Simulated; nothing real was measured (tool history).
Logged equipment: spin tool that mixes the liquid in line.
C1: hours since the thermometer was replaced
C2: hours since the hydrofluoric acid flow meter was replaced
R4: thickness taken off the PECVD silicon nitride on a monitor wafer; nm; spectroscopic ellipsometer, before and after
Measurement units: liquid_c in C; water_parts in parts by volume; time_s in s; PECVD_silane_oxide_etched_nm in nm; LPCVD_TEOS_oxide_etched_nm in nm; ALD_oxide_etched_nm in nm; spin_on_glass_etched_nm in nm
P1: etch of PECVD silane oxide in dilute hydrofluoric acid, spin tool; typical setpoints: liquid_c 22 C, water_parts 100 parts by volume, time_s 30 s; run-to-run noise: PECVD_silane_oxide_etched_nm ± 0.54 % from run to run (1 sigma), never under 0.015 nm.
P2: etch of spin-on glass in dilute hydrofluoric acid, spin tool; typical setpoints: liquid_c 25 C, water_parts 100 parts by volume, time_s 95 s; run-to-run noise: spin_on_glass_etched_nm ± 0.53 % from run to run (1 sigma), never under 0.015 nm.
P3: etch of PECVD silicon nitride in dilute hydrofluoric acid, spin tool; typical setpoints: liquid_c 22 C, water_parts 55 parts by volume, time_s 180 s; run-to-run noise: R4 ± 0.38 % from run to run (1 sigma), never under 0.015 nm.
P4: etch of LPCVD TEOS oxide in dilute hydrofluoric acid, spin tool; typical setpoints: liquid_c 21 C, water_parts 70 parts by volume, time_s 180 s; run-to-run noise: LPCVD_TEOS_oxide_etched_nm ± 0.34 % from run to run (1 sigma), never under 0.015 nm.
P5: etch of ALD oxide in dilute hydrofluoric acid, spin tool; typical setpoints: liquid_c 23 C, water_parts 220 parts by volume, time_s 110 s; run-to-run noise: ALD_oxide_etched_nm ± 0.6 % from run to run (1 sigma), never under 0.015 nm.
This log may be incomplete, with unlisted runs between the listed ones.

run 1 day=0.425 | process=P1 liquid_c=22 water_parts=100 time_s=30 | C1=528.7 C2=522.7 | PECVD_silane_oxide_etched_nm=6.8613
run 2 day=0.829 | process=P1 liquid_c=29.5 water_parts=100 time_s=30 | C1=538.4 C2=532.4 | PECVD_silane_oxide_etched_nm=9.1739
run 3 day=1.117 | process=P1 liquid_c=17 water_parts=160 time_s=30 | C1=545.3 C2=539.3 | PECVD_silane_oxide_etched_nm=3.292
run 4 day=1.558 | process=P1 liquid_c=27.5 water_parts=175 time_s=30 | C1=555.9 C2=549.9 | PECVD_silane_oxide_etched_nm=4.4568
run 5 day=1.971 | process=P1 liquid_c=22 water_parts=100 time_s=30 | C1=565.8 C2=559.8 | PECVD_silane_oxide_etched_nm=6.9665
run 6 day=2.275 | process=P4 liquid_c=21 water_parts=70 time_s=180 | C1=573.1 C2=567.1 | LPCVD_TEOS_oxide_etched_nm=39.504
run 7 day=2.65 | process=P5 liquid_c=23 water_parts=75 time_s=110 | C1=582.1 C2=576.1 | ALD_oxide_etched_nm=19.308
run 8 day=3.096 | process=P1 liquid_c=22 water_parts=100 time_s=30 | C1=592.8 C2=586.8 | PECVD_silane_oxide_etched_nm=6.8987
run 9 day=3.346 | process=P1 liquid_c=22 water_parts=100 time_s=30 | C1=598.8 C2=592.8 | PECVD_silane_oxide_etched_nm=6.8808
run 10 day=3.796 | process=P1 liquid_c=22 water_parts=100 time_s=15 | C1=609.6 C2=603.6 | PECVD_silane_oxide_etched_nm=3.4293
run 11 day=4.046 | process=P1 liquid_c=22 water_parts=40 time_s=30 | C1=615.6 C2=609.6 | PECVD_silane_oxide_etched_nm=18.636
run 12 day=4.333 | process=P3 liquid_c=22 water_parts=55 time_s=180 | C1=622.5 C2=616.5 | R4=13.927
run 13 day=4.675 | process=P5 liquid_c=23 water_parts=220 time_s=110 | C1=630.7 C2=624.7 | ALD_oxide_etched_nm=5.6115
run 14 day=5.058 | process=P2 liquid_c=29.5 water_parts=100 time_s=95 | C1=639.9 C2=633.9 | spin_on_glass_etched_nm=42.015
run 15 day=5.45 | process=P1 liquid_c=22 water_parts=100 time_s=30 | C1=649.3 C2=643.3 | PECVD_silane_oxide_etched_nm=6.8332
run 16 day=5.892 | process=P3 liquid_c=22 water_parts=55 time_s=20 | C1=659.9 C2=653.9 | R4=1.5521
run 17 day=6.258 | process=P4 liquid_c=21 water_parts=70 time_s=35 | C1=668.7 C2=662.7 | LPCVD_TEOS_oxide_etched_nm=7.7114
run 18 day=6.633 | process=P4 liquid_c=17 water_parts=70 time_s=180 | C1=677.7 C2=671.7 | LPCVD_TEOS_oxide_etched_nm=33.407
run 19 day=7.075 | process=P5 liquid_c=31 water_parts=220 time_s=110 | C1=688.3 C2=682.3 | ALD_oxide_etched_nm=7.354
run 20 day=7.446 | process=P3 liquid_c=22 water_parts=55 time_s=180 | C1=697.2 C2=691.2 | R4=14.002
run 21 day=7.912 | process=P1 liquid_c=17.5 water_parts=100 time_s=30 | C1=708.4 C2=702.4 | PECVD_silane_oxide_etched_nm=5.7753
run 22 day=8.35 | process=P5 liquid_c=23 water_parts=220 time_s=110 | C1=718.9 C2=712.9 | ALD_oxide_etched_nm=5.558
run 23 day=8.617 | process=P2 liquid_c=25 water_parts=100 time_s=95 | C1=725.3 C2=719.3 | spin_on_glass_etched_nm=35.283
run 24 day=8.871 | process=P2 liquid_c=25 water_parts=180 time_s=95 | C1=731.4 C2=725.4 | spin_on_glass_etched_nm=17.953
-- day=9.062 hydrofluoric acid flow meter replaced
run 25 day=9.271 | process=P1 liquid_c=22 water_parts=100 time_s=60 | C1=741 C2=5.1 | PECVD_silane_oxide_etched_nm=13.776
run 26 day=9.521 | process=P1 liquid_c=22 water_parts=100 time_s=30 | C1=747 C2=11.1 | PECVD_silane_oxide_etched_nm=6.8993
run 27 day=9.729 | process=P3 liquid_c=17 water_parts=55 time_s=180 | C1=752 C2=16.1 | R4=9.8785
run 28 day=9.942 | process=P4 liquid_c=21 water_parts=110 time_s=180 | C1=757.1 C2=21.2 | LPCVD_TEOS_oxide_etched_nm=24.024
run 29 day=10.338 | process=P1 liquid_c=22 water_parts=100 time_s=30 | C1=766.6 C2=30.7 | PECVD_silane_oxide_etched_nm=6.9146
run 30 day=10.758 | process=P2 liquid_c=25 water_parts=100 time_s=140 | C1=776.7 C2=40.8 | spin_on_glass_etched_nm=51.926
run 31 day=11.1 | process=P5 liquid_c=23 water_parts=220 time_s=15 | C1=784.9 C2=49 | ALD_oxide_etched_nm=0.76188
run 32 day=11.408 | process=P1 liquid_c=17 water_parts=160 time_s=30 | C1=792.3 C2=56.4 | PECVD_silane_oxide_etched_nm=3.3007
run 33 day=11.771 | process=P4 liquid_c=21 water_parts=70 time_s=180 | C1=801 C2=65.1 | LPCVD_TEOS_oxide_etched_nm=39.658
run 34 day=12.175 | process=P3 liquid_c=22 water_parts=30 time_s=180 | C1=810.7 C2=74.8 | R4=25.204
run 35 day=12.446 | process=P1 liquid_c=22 water_parts=165 time_s=30 | C1=817.2 C2=81.3 | PECVD_silane_oxide_etched_nm=3.8894
run 36 day=12.746 | process=P1 liquid_c=22 water_parts=100 time_s=30 | C1=824.4 C2=88.5 | PECVD_silane_oxide_etched_nm=6.8803
run 37 day=13.021 | process=P1 liquid_c=22 water_parts=100 time_s=30 | C1=831 C2=95.1 | PECVD_silane_oxide_etched_nm=6.9827
run 38 day=13.246 | process=P1 liquid_c=22 water_parts=100 time_s=30 | C1=836.4 C2=100.5 | PECVD_silane_oxide_etched_nm=7.0344
run 39 day=13.712 | process=P1 liquid_c=22 water_parts=100 time_s=30 | C1=847.6 C2=111.7 | PECVD_silane_oxide_etched_nm=7.119
run 40 day=14.112 | process=P1 liquid_c=22 water_parts=100 time_s=30 | C1=857.2 C2=121.3 | PECVD_silane_oxide_etched_nm=7.2333
run 41 day=14.342 | process=P1 liquid_c=22 water_parts=100 time_s=30 | C1=862.7 C2=126.8 | PECVD_silane_oxide_etched_nm=7.2092
run 42 day=14.604 | process=P1 liquid_c=22 water_parts=100 time_s=30 | C1=869 C2=133.1 | PECVD_silane_oxide_etched_nm=7.2544
run 43 day=15.058 | process=P1 liquid_c=22 water_parts=100 time_s=30 | C1=879.9 C2=144 | PECVD_silane_oxide_etched_nm=7.2601
run 44 day=15.388 | process=P1 liquid_c=22 water_parts=100 time_s=30 | C1=887.8 C2=151.9 | PECVD_silane_oxide_etched_nm=7.2101
run 45 day=15.721 | process=P1 liquid_c=22 water_parts=100 time_s=30 | C1=895.8 C2=159.9 | PECVD_silane_oxide_etched_nm=7.244
run 46 day=16.15 | process=P1 liquid_c=22 water_parts=100 time_s=30 | C1=906.1 C2=170.2 | PECVD_silane_oxide_etched_nm=7.2284
run 47 day=16.417 | process=P1 liquid_c=22 water_parts=100 time_s=30 | C1=912.5 C2=176.6 | PECVD_silane_oxide_etched_nm=7.2996

The output of P1 has drifted from where it used to be. Each of the 2 causes below, taken at the size shown beside it, accounts for the log equally well:
A: liquid hotter than its thermometer reads (K) = 1.41
B: hydrofluoric acid flow above the setpoint (%) = 5.19
The creep began at about day 12.746.

The list below offers 4 check runs, each averaging the results of 2 wafers, and shows each result as a question mark. For which of them would the listed causes give clearly different results?
run check 1 day=16.683 | process=P3 liquid_c=22 water_parts=55 time_s=30 | R4=?
run check 2 day=16.683 | process=P2 liquid_c=25 water_parts=170 time_s=95 | spin_on_glass_etched_nm=?
run check 3 day=16.683 | process=P5 liquid_c=29.5 water_parts=95 time_s=110 | ALD_oxide_etched_nm=?
run check 4 day=16.683 | process=P4 liquid_c=18 water_parts=70 time_s=65 | LPCVD_TEOS_oxide_etched_nm=?

What each check would give under each cause:
check=check_1 result=R4 if_A=2.5648 if_B=2.4484
check=check_2 result=spin_on_glass_etched_nm if_A=20.111 if_B=20.273
check=check_3 result=ALD_oxide_etched_nm if_A=20.168 if_B=20.255
check=check_4 result=LPCVD_TEOS_oxide_etched_nm if_A=13.403 if_B=13.332
Smallest distance between any two causes, each pair judged by its most separating result, in per cent: check 1 4.64 %; check 2 0.8 %; check 3 0.43 %; check 4 0.53 %
Check 1 distinguishes between the causes, while the remaining checks would return nearly the same result for all of them.

Check 1 was then run and gave: R4 2.4613 nm. Which cause is it?

Of the candidate causes, it is B: hydrofluoric acid flow above the setpoint (%).
